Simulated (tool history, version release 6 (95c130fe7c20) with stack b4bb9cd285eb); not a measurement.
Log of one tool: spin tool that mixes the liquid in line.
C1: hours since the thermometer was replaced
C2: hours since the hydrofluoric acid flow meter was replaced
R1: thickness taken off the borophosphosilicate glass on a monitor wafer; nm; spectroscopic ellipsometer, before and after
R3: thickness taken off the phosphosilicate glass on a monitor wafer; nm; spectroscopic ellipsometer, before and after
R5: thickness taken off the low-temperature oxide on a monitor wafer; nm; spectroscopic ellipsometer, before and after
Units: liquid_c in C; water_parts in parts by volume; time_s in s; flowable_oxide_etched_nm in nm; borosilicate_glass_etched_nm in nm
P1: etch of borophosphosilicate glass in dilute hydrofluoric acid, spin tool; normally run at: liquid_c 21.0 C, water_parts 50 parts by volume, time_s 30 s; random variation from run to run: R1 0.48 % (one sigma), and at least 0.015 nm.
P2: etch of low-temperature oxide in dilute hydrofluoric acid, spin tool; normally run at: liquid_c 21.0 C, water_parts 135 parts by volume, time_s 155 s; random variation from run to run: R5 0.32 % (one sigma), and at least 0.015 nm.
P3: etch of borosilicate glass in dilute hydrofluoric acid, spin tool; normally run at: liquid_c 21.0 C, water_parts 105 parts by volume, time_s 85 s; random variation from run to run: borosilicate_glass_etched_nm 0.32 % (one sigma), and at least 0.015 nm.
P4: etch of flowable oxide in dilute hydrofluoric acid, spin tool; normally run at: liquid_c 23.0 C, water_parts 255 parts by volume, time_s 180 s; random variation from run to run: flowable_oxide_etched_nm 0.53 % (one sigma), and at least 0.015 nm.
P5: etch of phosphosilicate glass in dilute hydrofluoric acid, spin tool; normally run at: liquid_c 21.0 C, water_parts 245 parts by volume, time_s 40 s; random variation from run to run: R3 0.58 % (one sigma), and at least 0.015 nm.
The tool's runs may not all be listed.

Run 1, hour 9.0: process P1, liquid_c 21.0 C, water_parts 50 parts by volume, time_s 30 s; C1 393.8; C2 155.1. Result: R1 36.638 nm.
Run 2, hour 26.0: process P1, liquid_c 21.0 C, water_parts 30 parts by volume, time_s 30 s; C1 410.8; C2 172.1. Result: R1 62.203 nm.
Run 3, hour 38.0: process P1, liquid_c 21.0 C, water_parts 50 parts by volume, time_s 30 s; C1 422.8; C2 184.1. Result: R1 36.139 nm.
Run 4, hour 46.6: process P1, liquid_c 21.0 C, water_parts 50 parts by volume, time_s 30 s; C1 431.4; C2 192.7. Result: R1 36.286 nm.
Run 5, hour 63.8: process P1, liquid_c 17.0 C, water_parts 30 parts by volume, time_s 30 s; C1 448.6; C2 209.9. Result: R1 52.418 nm.
Run 6, hour 78.3: process P4, liquid_c 17.0 C, water_parts 255 parts by volume, time_s 180 s; C1 463.1; C2 224.4. Result: flowable_oxide_etched_nm 19.627 nm.
Run 7, hour 89.4: process P1, liquid_c 21.0 C, water_parts 50 parts by volume, time_s 50 s; C1 474.2; C2 235.5. Result: R1 60.589 nm.
Run 8, hour 98.7: process P5, liquid_c 21.0 C, water_parts 245 parts by volume, time_s 15 s; C1 483.5; C2 244.8. Result: R3 9.476 nm.
Run 9, hour 114.3: process P1, liquid_c 21.0 C, water_parts 50 parts by volume, time_s 15 s; C1 499.1; C2 260.4. Result: R1 18.086 nm.
Run 10, hour 131.1: process P4, liquid_c 23.0 C, water_parts 255 parts by volume, time_s 180 s; C1 515.9; C2 277.2. Result: flowable_oxide_etched_nm 24.949 nm.
Run 11, hour 140.2: process P1, liquid_c 24.5 C, water_parts 50 parts by volume, time_s 30 s; C1 525.0; C2 286.3. Result: R1 42.004 nm.
Run 12, hour 155.6: process P5, liquid_c 21.0 C, water_parts 245 parts by volume, time_s 40 s; C1 540.4; C2 301.7. Result: R3 25.087 nm.
Run 13, hour 170.2: process P3, liquid_c 21.0 C, water_parts 105 parts by volume, time_s 85 s; C1 555.0; C2 316.3. Result: borosilicate_glass_etched_nm 40.189 nm.
Run 14, hour 187.4: process P2, liquid_c 21.0 C, water_parts 135 parts by volume, time_s 265 s; C1 572.2; C2 333.5. Result: R5 48.915 nm.
Run 15, hour 195.6: process P4, liquid_c 23.0 C, water_parts 255 parts by volume, time_s 180 s; C1 580.4; C2 341.7. Result: flowable_oxide_etched_nm 24.435 nm.
Run 16, hour 209.4: process P1, liquid_c 17.0 C, water_parts 50 parts by volume, time_s 30 s; C1 594.2; C2 355.5. Result: R1 30.459 nm.
Run 17, hour 217.6: process P4, liquid_c 23.0 C, water_parts 60 parts by volume, time_s 180 s; C1 602.4; C2 363.7. Result: flowable_oxide_etched_nm 128.610 nm.
Run 18, hour 229.3: process P3, liquid_c 17.0 C, water_parts 105 parts by volume, time_s 85 s; C1 614.1; C2 375.4. Result: borosilicate_glass_etched_nm 34.088 nm.
Run 19, hour 245.1: process P3, liquid_c 21.0 C, water_parts 45 parts by volume, time_s 85 s; C1 629.9; C2 391.2. Result: borosilicate_glass_etched_nm 100.450 nm.
Run 20, hour 261.9: process P2, liquid_c 28.0 C, water_parts 135 parts by volume, time_s 155 s; C1 646.7; C2 408.0. Result: R5 37.381 nm.
Run 21, hour 273.8: process P1, liquid_c 21.0 C, water_parts 50 parts by volume, time_s 30 s; C1 658.6; C2 419.9. Result: R1 36.119 nm.
Run 22, hour 288.5: process P1, liquid_c 21.0 C, water_parts 50 parts by volume, time_s 30 s; C1 673.3; C2 434.6. Result: R1 36.080 nm.
Run 23, hour 300.8: process P5, liquid_c 28.0 C, water_parts 245 parts by volume, time_s 40 s; C1 685.6; C2 446.9. Result: R3 32.068 nm.
Run 24, hour 310.6: process P1, liquid_c 17.5 C, water_parts 50 parts by volume, time_s 15 s; C1 695.4; C2 456.7. Result: R1 15.555 nm.
Run 25, hour 324.4: process P1, liquid_c 17.0 C, water_parts 50 parts by volume, time_s 55 s; C1 709.2; C2 470.5. Result: R1 56.402 nm.
Run 26, hour 333.0: process P1, liquid_c 21.0 C, water_parts 50 parts by volume, time_s 30 s; C1 717.8; C2 479.1. Result: R1 36.297 nm.
Run 27, hour 347.9: process P1, liquid_c 21.0 C, water_parts 85 parts by volume, time_s 30 s; C1 732.7; C2 494.0. Result: R1 20.408 nm.
Run 28, hour 360.2: process P2, liquid_c 21.0 C, water_parts 75 parts by volume, time_s 155 s; C1 745.0; C2 506.3. Result: R5 55.235 nm.
Run 29, hour 372.1: process P1, liquid_c 21.0 C, water_parts 50 parts by volume, time_s 30 s; C1 756.9; C2 518.2. Result: R1 36.068 nm.
Run 30, hour 383.7: process P2, liquid_c 21.0 C, water_parts 135 parts by volume, time_s 155 s; C1 768.5; C2 529.8. Result: R5 28.584 nm.
Run 31, hour 398.5: process P4, liquid_c 23.0 C, water_parts 255 parts by volume, time_s 315 s; C1 783.3; C2 544.6. Result: flowable_oxide_etched_nm 42.662 nm.
Run 32, hour 410.4: process P5, liquid_c 21.0 C, water_parts 80 parts by volume, time_s 40 s; C1 795.2; C2 556.5. Result: R3 90.207 nm.
Run 33, hour 426.4: process P3, liquid_c 21.0 C, water_parts 105 parts by volume, time_s 165 s; C1 811.2; C2 572.5. Result: borosilicate_glass_etched_nm 77.596 nm.
Run 34, hour 441.8: process P1, liquid_c 21.0 C, water_parts 50 parts by volume, time_s 30 s; C1 826.6; C2 587.9. Result: R1 36.145 nm.
Run 35, hour 455.9: process P1, liquid_c 21.0 C, water_parts 50 parts by volume, time_s 30 s; C1 840.7; C2 602.0. Result: R1 34.937 nm.
Run 36, hour 467.8: process P1, liquid_c 21.0 C, water_parts 50 parts by volume, time_s 30 s; C1 852.6; C2 613.9. Result: R1 34.411 nm.
Run 37, hour 479.5: process P1, liquid_c 21.0 C, water_parts 50 parts by volume, time_s 30 s; C1 864.3; C2 625.6. Result: R1 34.048 nm.
Run 38, hour 492.1: process P1, liquid_c 21.0 C, water_parts 50 parts by volume, time_s 30 s; C1 876.9; C2 638.2. Result: R1 33.545 nm.
Run 39, hour 508.8: process P1, liquid_c 21.0 C, water_parts 50 parts by volume, time_s 30 s; C1 893.6; C2 654.9. Result: R1 33.399 nm.
Run 40, hour 517.5: process P1, liquid_c 21.0 C, water_parts 50 parts by volume, time_s 30 s; C1 902.3; C2 663.6. Result: R1 33.193 nm.
Run 41, hour 527.4: process P1, liquid_c 21.0 C, water_parts 50 parts by volume, time_s 30 s; C1 912.2; C2 673.5. Result: R1 33.523 nm.
Run 42, hour 541.9: process P1, liquid_c 21.0 C, water_parts 50 parts by volume, time_s 30 s; C1 926.7; C2 688.0. Result: R1 33.217 nm.

What P1 gives has crept away from where it was. These 2 causes fit the log equally well, each at the size given:
A: liquid colder than its thermometer reads (K) = 2.11
B: hydrofluoric acid flow below the setpoint (%) = 8.06
The creep began at about hour 441.8.

4 check runs are offered, each on 2 wafers whose results are averaged, their results left as question marks. Which one tells the causes apart?
Run check 1, hour 556.4: process P4, liquid_c 20.0 C, water_parts 85 parts by volume, time_s 180 s. Result: flowable_oxide_etched_nm ?.
Run check 2, hour 556.4: process P2, liquid_c 21.0 C, water_parts 80 parts by volume, time_s 155 s. Result: R5 ?.
Run check 3, hour 556.4: process P5, liquid_c 25.0 C, water_parts 245 parts by volume, time_s 15 s. Result: R3 ?.
Run check 4, hour 556.4: process P3, liquid_c 17.0 C, water_parts 70 parts by volume, time_s 85 s. Result: borosilicate_glass_etched_nm ?.

What each check would give under each cause:
  check                        result     if A    if B
check 1      flowable_oxide_etched_nm   71.945  71.646
check 2                            R5   47.062  46.856
check 3                            R3  10.0280  9.7272
check 4  borosilicate_glass_etched_nm   48.321  48.354
How far apart the two closest causes lie, in the result that separates them most: check 1 0.42 %; check 2 0.44 %; check 3 3.05 %; check 4 0.07 %
Only check 3 tells the causes apart: in the others they would give nearly the same result.

Then check 3 was run and gave: R3 9.7389 nm. Which cause is it?

It is B: hydrofluoric acid flow below the setpoint (%).

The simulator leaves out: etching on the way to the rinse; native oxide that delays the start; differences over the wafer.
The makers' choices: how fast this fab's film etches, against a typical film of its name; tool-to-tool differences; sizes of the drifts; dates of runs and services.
